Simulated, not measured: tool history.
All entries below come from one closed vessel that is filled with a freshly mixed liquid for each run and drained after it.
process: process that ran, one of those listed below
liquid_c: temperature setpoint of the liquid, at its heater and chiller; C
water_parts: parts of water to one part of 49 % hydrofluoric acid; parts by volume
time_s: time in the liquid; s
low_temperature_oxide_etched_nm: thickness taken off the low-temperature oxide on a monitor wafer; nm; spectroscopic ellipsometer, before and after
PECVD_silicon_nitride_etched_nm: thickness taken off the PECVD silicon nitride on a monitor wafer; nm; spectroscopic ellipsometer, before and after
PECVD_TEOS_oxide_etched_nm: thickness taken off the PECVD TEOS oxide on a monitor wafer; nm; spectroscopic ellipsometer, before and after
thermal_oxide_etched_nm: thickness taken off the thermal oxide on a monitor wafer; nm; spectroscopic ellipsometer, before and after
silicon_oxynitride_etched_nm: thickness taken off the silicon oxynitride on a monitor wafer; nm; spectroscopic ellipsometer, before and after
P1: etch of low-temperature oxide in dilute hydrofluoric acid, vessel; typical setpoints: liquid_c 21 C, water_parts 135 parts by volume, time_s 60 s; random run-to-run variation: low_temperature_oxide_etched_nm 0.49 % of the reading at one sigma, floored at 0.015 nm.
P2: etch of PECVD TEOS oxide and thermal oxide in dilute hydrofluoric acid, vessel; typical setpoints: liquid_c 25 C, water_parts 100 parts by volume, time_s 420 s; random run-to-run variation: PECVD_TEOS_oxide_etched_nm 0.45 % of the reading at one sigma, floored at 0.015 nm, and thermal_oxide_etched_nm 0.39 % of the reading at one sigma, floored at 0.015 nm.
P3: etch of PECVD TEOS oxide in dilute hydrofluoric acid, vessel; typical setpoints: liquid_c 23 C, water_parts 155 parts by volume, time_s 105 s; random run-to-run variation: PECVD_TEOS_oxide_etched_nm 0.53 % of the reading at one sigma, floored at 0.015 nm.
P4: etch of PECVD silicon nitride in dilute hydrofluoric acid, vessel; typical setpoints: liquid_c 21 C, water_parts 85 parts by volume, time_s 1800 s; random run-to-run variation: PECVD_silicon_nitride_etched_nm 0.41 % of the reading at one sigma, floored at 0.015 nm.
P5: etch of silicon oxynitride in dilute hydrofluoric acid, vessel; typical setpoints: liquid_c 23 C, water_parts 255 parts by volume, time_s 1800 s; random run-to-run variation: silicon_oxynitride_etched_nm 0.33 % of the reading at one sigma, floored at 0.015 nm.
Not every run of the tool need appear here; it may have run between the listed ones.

run,day,process,liquid_c,water_parts,time_s,low_temperature_oxide_etched_nm,PECVD_silicon_nitride_etched_nm,PECVD_TEOS_oxide_etched_nm,thermal_oxide_etched_nm,silicon_oxynitride_etched_nm
1,0.229,P1,21,135,60,13.406,,,,
2,0.621,P4,21,85,3600,,58.305,,,
3,0.988,P1,21,135,60,13.437,,,,
4,1.254,P2,25,100,420,,,49.626,21.673,
5,1.646,P4,21,130,1800,,19.217,,,
6,1.996,P2,25,100,725,,,85.189,37.453,
7,2.308,P1,25,135,60,15.601,,,,
8,2.612,P3,23,155,40,,,2.1136,,
9,2.904,P1,21,135,95,21.028,,,,
10,3.242,P1,21,250,60,6.4207,,,,
11,3.542,P2,25,175,420,,,25.672,11.385,
12,3.729,P5,23,255,1800,,,,,14.031
13,4.067,P4,21,85,1800,,29.26,,,
14,4.3,P1,27.5,135,30,8.673,,,,
15,4.658,P1,21,65,60,29.999,,,,
16,4.996,P3,23,45,105,,,21.906,,
17,5.388,P3,23,155,105,,,5.5682,,
18,5.704,P1,21,135,60,13.509,,,,
19,5.912,P1,21,135,30,6.6923,,,,
20,6.267,P4,26,85,1800,,40.912,,,
21,6.512,P5,23,255,2850,,,,,22.093
22,6.833,P1,17,135,60,11.424,,,,
23,7.129,P5,23,470,1800,,,,,6.6539
24,7.438,P1,21,135,60,13.294,,,,
25,7.738,P3,23,155,105,,,5.5507,,
26,8.012,P5,31.5,255,1800,,,,,20.098
27,8.325,P1,21,40,100,84.557,,,,
28,8.633,P3,17.5,155,105,,,4.5249,,
29,8.962,P1,17,135,95,17.911,,,,
30,9.283,P2,30.5,100,420,,,60.757,26.79,
31,9.683,P1,21,135,60,13.38,,,,
32,9.975,P2,25,100,420,,,49.071,21.656,
33,10.233,P1,21,135,60,13.385,,,,
34,10.546,P1,21,135,60,12.815,,,,
35,10.838,P1,21,135,60,12.756,,,,
36,11.212,P1,21,135,60,12.449,,,,
37,11.575,P1,21,135,60,12.303,,,,
38,11.896,P1,21,135,60,12.316,,,,
39,12.283,P1,21,135,60,12.247,,,,
40,12.5,P1,21,135,60,12.195,,,,

What P1 gives has crept away from where it was. These 2 causes fit the log equally well, each at the size given:
A: hydrofluoric acid flow below the setpoint (%) = 7
B: liquid colder than its thermometer reads (K) = 2.08
Onset of the creep was near day 10.233.

Below are 4 check runs, each on a single wafer, with their results shown as question marks. Which of them would tell the listed causes apart, meaning the causes would give clearly different results under it?
check 1,12.717,P2,25,135,720,,,?,?,
check 2,12.717,P4,21,85,3455,,?,,,
check 3,12.717,P3,19.5,95,105,,,?,,
check 4,12.717,P5,23,465,1800,,,,,?

What each check would give under each cause:
check,result,if A,if B
check 1,PECVD_TEOS_oxide_etched_nm,55.224,55.458
check 1,thermal_oxide_etched_nm,24.233,24.336
check 2,PECVD_silicon_nitride_etched_nm,52.175,48.577
check 3,PECVD_TEOS_oxide_etched_nm,7.8141,7.7641
check 4,silicon_oxynitride_etched_nm,6.153,6.2062
Separation of the two closest causes in each check, using whichever result separates them best: check 1 0.42 %; check 2 7.15 %; check 3 0.64 %; check 4 0.86 %
The causes can be told apart only by check 2. The other checks would give nearly the same results under each of them.

The results of check 2 are: PECVD_silicon_nitride_etched_nm 48.611 nm. Based on these, which of the listed causes is it?

The correct cause is B, namely: liquid colder than its thermometer reads (K).
